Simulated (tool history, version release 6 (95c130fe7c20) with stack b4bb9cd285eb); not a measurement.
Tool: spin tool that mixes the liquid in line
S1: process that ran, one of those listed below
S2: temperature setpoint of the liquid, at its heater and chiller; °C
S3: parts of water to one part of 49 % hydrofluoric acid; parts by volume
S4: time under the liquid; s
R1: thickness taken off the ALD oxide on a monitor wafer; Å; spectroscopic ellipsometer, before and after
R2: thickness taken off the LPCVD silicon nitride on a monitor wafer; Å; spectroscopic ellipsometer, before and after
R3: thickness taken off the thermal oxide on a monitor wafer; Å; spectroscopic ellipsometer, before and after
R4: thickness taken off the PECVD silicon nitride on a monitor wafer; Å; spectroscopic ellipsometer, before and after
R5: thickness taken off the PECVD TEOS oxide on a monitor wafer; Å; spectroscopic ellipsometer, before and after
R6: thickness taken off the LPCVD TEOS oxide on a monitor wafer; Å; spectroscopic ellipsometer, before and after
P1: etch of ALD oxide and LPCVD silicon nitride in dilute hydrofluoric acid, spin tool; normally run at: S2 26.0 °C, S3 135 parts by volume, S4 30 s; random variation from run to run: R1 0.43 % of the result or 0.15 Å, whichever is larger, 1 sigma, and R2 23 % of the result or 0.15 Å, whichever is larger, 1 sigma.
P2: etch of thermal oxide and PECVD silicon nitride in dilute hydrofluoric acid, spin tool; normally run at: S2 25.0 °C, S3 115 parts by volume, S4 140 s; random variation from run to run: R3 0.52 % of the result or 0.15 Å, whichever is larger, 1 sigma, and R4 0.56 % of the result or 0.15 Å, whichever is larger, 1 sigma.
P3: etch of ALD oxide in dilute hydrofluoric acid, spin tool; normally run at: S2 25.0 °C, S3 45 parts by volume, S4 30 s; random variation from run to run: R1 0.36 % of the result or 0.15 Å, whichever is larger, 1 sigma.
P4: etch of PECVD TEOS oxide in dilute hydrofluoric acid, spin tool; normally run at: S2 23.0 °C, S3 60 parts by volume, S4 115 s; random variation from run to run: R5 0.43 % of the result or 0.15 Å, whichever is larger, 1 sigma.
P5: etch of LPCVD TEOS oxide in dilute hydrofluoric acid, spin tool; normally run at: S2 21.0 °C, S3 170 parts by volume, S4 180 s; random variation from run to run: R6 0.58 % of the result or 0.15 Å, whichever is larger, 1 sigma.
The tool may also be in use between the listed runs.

Run 1, hour 5.5: S1 P1, S2 26.0 °C, S3 135 parts by volume, S4 30 s. Result: R1 64.816 Å, R2 0.88976 Å.
Run 2, hour 12.4: S1 P2, S2 18.0 °C, S3 115 parts by volume, S4 140 s. Result: R3 43.317 Å, R4 31.315 Å.
Run 3, hour 21.2: S1 P1, S2 26.0 °C, S3 135 parts by volume, S4 30 s. Result: R1 64.050 Å, R2 1.17330 Å.
Run 4, hour 26.0: S1 P2, S2 25.0 °C, S3 160 parts by volume, S4 140 s. Result: R3 38.447 Å, R4 35.710 Å.
Run 5, hour 34.5: S1 P1, S2 32.0 °C, S3 135 parts by volume, S4 30 s. Result: R1 80.743 Å, R2 1.58540 Å.
Run 6, hour 40.3: S1 P4, S2 31.5 °C, S3 60 parts by volume, S4 115 s. Result: R5 387.050 Å.
Run 7, hour 47.6: S1 P1, S2 22.5 °C, S3 80 parts by volume, S4 30 s. Result: R1 100.640 Å, R2 1.35260 Å.
Run 8, hour 52.1: S1 P4, S2 23.0 °C, S3 85 parts by volume, S4 115 s. Result: R5 188.230 Å.
Run 9, hour 56.2: S1 P2, S2 25.0 °C, S3 115 parts by volume, S4 140 s. Result: R3 57.556 Å, R4 49.430 Å.
Run 10, hour 62.1: S1 P1, S2 20.5 °C, S3 135 parts by volume, S4 30 s. Result: R1 51.695 Å, R2 0.94415 Å.
Run 11, hour 70.1: S1 P5, S2 21.0 °C, S3 170 parts by volume, S4 345 s. Result: R6 284.780 Å.
Run 12, hour 76.0: S1 P3, S2 20.0 °C, S3 45 parts by volume, S4 30 s. Result: R1 107.730 Å.
Run 13, hour 80.3: S1 P4, S2 23.0 °C, S3 60 parts by volume, S4 20 s. Result: R5 48.084 Å.
Run 14, hour 88.5: S1 P4, S2 23.0 °C, S3 60 parts by volume, S4 115 s. Result: R5 276.050 Å.
Run 15, hour 94.6: S1 P2, S2 25.0 °C, S3 115 parts by volume, S4 275 s. Result: R3 112.750 Å, R4 97.130 Å.
Run 16, hour 100.4: S1 P3, S2 25.0 °C, S3 75 parts by volume, S4 30 s. Result: R1 77.030 Å.
Run 17, hour 109.3: S1 P4, S2 23.0 °C, S3 60 parts by volume, S4 115 s. Result: R5 273.810 Å.
Run 18, hour 113.4: S1 P1, S2 26.0 °C, S3 240 parts by volume, S4 30 s. Result: R1 32.038 Å, R2 0.68134 Å.
Run 19, hour 122.3: S1 P5, S2 21.0 °C, S3 170 parts by volume, S4 180 s. Result: R6 147.260 Å.
Run 20, hour 131.6: S1 P3, S2 25.0 °C, S3 45 parts by volume, S4 15 s. Result: R1 65.846 Å.
Run 21, hour 139.5: S1 P5, S2 29.0 °C, S3 170 parts by volume, S4 180 s. Result: R6 200.050 Å.
Run 22, hour 146.9: S1 P3, S2 25.0 °C, S3 45 parts by volume, S4 30 s. Result: R1 131.420 Å.
Run 23, hour 151.6: S1 P5, S2 21.0 °C, S3 295 parts by volume, S4 180 s. Result: R6 75.529 Å.
Run 24, hour 157.2: S1 P1, S2 26.0 °C, S3 135 parts by volume, S4 50 s. Result: R1 106.760 Å, R2 2.19440 Å.
Run 25, hour 165.8: S1 P1, S2 26.0 °C, S3 135 parts by volume, S4 30 s. Result: R1 64.159 Å, R2 1.32450 Å.
Run 26, hour 175.0: S1 P1, S2 26.0 °C, S3 30 parts by volume, S4 30 s. Result: R1 330.300 Å, R2 3.36250 Å.
Run 27, hour 183.4: S1 P1, S2 26.0 °C, S3 135 parts by volume, S4 30 s. Result: R1 64.344 Å, R2 1.44830 Å.
Run 28, hour 187.6: S1 P1, S2 26.0 °C, S3 135 parts by volume, S4 15 s. Result: R1 32.268 Å, R2 0.30405 Å.
Run 29, hour 192.2: S1 P1, S2 26.0 °C, S3 135 parts by volume, S4 30 s. Result: R1 64.141 Å, R2 1.12990 Å.
Run 30, hour 198.2: S1 P3, S2 25.0 °C, S3 45 parts by volume, S4 30 s. Result: R1 132.540 Å.
Run 31, hour 204.3: S1 P5, S2 21.0 °C, S3 170 parts by volume, S4 180 s. Result: R6 147.790 Å.
Run 32, hour 213.1: S1 P1, S2 26.0 °C, S3 135 parts by volume, S4 30 s. Result: R1 63.855 Å, R2 0.55186 Å.
Run 33, hour 217.6: S1 P1, S2 26.0 °C, S3 135 parts by volume, S4 30 s. Result: R1 65.532 Å, R2 0.83018 Å.
Run 34, hour 226.6: S1 P1, S2 26.0 °C, S3 135 parts by volume, S4 30 s. Result: R1 66.944 Å, R2 1.53670 Å.
Run 35, hour 230.9: S1 P1, S2 26.0 °C, S3 135 parts by volume, S4 30 s. Result: R1 67.315 Å, R2 1.56970 Å.
Run 36, hour 236.4: S1 P1, S2 26.0 °C, S3 135 parts by volume, S4 30 s. Result: R1 68.272 Å, R2 1.18850 Å.

Run 37 comes next. What will it give?
Run 37, hour 241.7: S1 P1, S2 26.0 °C, S3 135 parts by volume, S4 30 s. Result: R1 ?, R2 ?.

R1: 67.760 Å
R2: 1.55810 Å
